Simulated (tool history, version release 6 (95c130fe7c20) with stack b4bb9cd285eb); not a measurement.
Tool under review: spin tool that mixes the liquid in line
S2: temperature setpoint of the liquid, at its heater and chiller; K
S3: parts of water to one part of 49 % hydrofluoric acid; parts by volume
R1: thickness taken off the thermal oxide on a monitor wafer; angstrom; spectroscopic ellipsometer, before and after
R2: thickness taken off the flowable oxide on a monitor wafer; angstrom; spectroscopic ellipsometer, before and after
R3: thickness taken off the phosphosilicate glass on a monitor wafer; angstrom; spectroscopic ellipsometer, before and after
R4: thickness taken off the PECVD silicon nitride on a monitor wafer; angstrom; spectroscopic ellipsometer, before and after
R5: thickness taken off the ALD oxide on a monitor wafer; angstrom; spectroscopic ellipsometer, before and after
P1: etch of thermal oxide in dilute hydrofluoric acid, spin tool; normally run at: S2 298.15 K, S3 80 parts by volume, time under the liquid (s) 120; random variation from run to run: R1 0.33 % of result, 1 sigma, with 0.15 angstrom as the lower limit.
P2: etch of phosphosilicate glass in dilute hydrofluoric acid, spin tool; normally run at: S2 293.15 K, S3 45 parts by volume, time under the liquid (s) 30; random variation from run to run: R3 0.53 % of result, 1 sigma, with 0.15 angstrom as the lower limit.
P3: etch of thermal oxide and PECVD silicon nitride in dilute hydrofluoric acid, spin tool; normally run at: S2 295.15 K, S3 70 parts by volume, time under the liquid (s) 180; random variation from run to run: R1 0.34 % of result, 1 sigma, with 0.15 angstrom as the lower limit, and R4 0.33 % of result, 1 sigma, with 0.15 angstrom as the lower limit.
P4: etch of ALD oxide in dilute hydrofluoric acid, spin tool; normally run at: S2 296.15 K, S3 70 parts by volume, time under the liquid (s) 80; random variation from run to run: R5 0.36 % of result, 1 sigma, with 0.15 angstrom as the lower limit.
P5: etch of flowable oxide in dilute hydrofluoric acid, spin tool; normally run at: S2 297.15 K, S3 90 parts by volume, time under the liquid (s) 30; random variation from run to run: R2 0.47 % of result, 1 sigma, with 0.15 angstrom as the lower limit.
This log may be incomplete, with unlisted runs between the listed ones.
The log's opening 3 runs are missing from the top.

run 4 hour=25.1 | process_that_ran=P1 S2=298.15 S3=80 time_under_the_liquid_(s)=15 | R1=9.043
run 5 hour=31.5 | process_that_ran=P3 S2=295.15 S3=70 time_under_the_liquid_(s)=265 | R1=169.38 R4=139.87
run 6 hour=35.8 | process_that_ran=P5 S2=297.15 S3=90 time_under_the_liquid_(s)=30 | R2=106.22
run 7 hour=43.3 | process_that_ran=P1 S2=298.15 S3=80 time_under_the_liquid_(s)=120 | R1=73.549
run 8 hour=49.7 | process_that_ran=P1 S2=298.15 S3=135 time_under_the_liquid_(s)=65 | R1=21.828
run 9 hour=56.7 | process_that_ran=P1 S2=298.15 S3=80 time_under_the_liquid_(s)=220 | R1=134.08
run 10 hour=61 | process_that_ran=P4 S2=296.15 S3=70 time_under_the_liquid_(s)=80 | R5=142.86
run 11 hour=67.9 | process_that_ran=P1 S2=303.65 S3=80 time_under_the_liquid_(s)=120 | R1=90.256
run 12 hour=74.5 | process_that_ran=P4 S2=296.15 S3=25 time_under_the_liquid_(s)=80 | R5=423.77
run 13 hour=81.4 | process_that_ran=P2 S2=297.65 S3=45 time_under_the_liquid_(s)=30 | R3=1450.9
run 14 hour=85.7 | process_that_ran=P3 S2=295.15 S3=70 time_under_the_liquid_(s)=180 | R1=115.26 R4=94.731
run 15 hour=90.3 | process_that_ran=P4 S2=296.15 S3=70 time_under_the_liquid_(s)=45 | R5=79.542
run 16 hour=97 | process_that_ran=P2 S2=293.15 S3=45 time_under_the_liquid_(s)=60 | R3=2401.2
run 17 hour=103.5 | process_that_ran=P4 S2=303.65 S3=70 time_under_the_liquid_(s)=80 | R5=192.75
run 18 hour=109.4 | process_that_ran=P5 S2=297.15 S3=90 time_under_the_liquid_(s)=30 | R2=107.07
run 19 hour=114.1 | process_that_ran=P5 S2=297.15 S3=90 time_under_the_liquid_(s)=55 | R2=194.96
run 20 hour=120.9 | process_that_ran=P3 S2=295.15 S3=40 time_under_the_liquid_(s)=180 | R1=209.08 R4=163.99
run 21 hour=128.2 | process_that_ran=P5 S2=297.15 S3=140 time_under_the_liquid_(s)=30 | R2=64.744
run 22 hour=134.1 | process_that_ran=P1 S2=291.65 S3=80 time_under_the_liquid_(s)=120 | R1=56.169
run 23 hour=141.6 | process_that_ran=P3 S2=300.15 S3=70 time_under_the_liquid_(s)=180 | R1=141.35 R4=131.63
run 24 hour=146.5 | process_that_ran=P1 S2=298.15 S3=115 time_under_the_liquid_(s)=120 | R1=48.688
run 25 hour=153.7 | process_that_ran=P3 S2=295.15 S3=70 time_under_the_liquid_(s)=180 | R1=115.04 R4=94.196

Run 26 comes next. What will it give?
run 26 hour=157.3 | process_that_ran=P2 S2=293.15 S3=45 time_under_the_liquid_(s)=30 | R3=?

R3: 1205.5 angstrom
